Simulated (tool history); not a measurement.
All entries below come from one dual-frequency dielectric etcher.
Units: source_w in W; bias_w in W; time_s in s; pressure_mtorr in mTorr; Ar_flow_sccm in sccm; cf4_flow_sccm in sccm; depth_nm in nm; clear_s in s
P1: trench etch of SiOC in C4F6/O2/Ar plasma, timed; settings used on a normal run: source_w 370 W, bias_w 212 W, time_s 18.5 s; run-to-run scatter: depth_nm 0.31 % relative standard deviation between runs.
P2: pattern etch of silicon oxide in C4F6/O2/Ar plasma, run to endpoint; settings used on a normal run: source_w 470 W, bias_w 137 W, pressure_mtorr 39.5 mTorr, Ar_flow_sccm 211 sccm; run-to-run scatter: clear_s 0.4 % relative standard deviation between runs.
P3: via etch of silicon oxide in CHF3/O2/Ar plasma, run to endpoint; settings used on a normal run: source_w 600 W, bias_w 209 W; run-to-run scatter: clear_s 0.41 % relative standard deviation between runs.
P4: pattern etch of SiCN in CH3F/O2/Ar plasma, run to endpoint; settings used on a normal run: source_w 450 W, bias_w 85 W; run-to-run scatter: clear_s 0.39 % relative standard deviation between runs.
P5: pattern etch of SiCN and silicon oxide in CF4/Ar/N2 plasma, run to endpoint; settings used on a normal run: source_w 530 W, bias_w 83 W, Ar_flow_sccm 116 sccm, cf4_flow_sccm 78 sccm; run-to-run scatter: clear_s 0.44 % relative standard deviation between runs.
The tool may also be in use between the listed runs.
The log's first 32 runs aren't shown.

Run 33, hour 272.8: process P1, source_w 370 W, bias_w 212 W, time_s 18.5 s. Result: depth_nm 39.797 nm.
Run 34, hour 284.1: process P2, source_w 470 W, bias_w 87 W, pressure_mtorr 39.5 mTorr, Ar_flow_sccm 211 sccm. Result: clear_s 10.006 s.
Run 35, hour 292.2: process P1, source_w 370 W, bias_w 152 W, time_s 18.5 s. Result: depth_nm 35.71 nm.
Run 36, hour 301.5: process P5, source_w 530 W, bias_w 116 W, Ar_flow_sccm 116 sccm, cf4_flow_sccm 78 sccm. Result: clear_s 10.805 s.
Run 37, hour 310.2: process P1, source_w 370 W, bias_w 212 W, time_s 18.5 s. Result: depth_nm 39.797 nm.
Run 38, hour 317.7: process P1, source_w 370 W, bias_w 212 W, time_s 18.5 s. Result: depth_nm 40.032 nm.
Run 39, hour 324.3: process P1, source_w 370 W, bias_w 212 W, time_s 18.5 s. Result: depth_nm 40.173 nm.
Run 40, hour 330.8: process P1, source_w 370 W, bias_w 212 W, time_s 18.5 s. Result: depth_nm 40.327 nm.

Predict the results of run 41:
At hour 332.1: wet clean of the chamber.
Run 41, hour 336.5: process P1, source_w 370 W, bias_w 212 W, time_s 18.5 s. Result: depth_nm ?.

Run 41 measured depth_nm 40.245 nm.
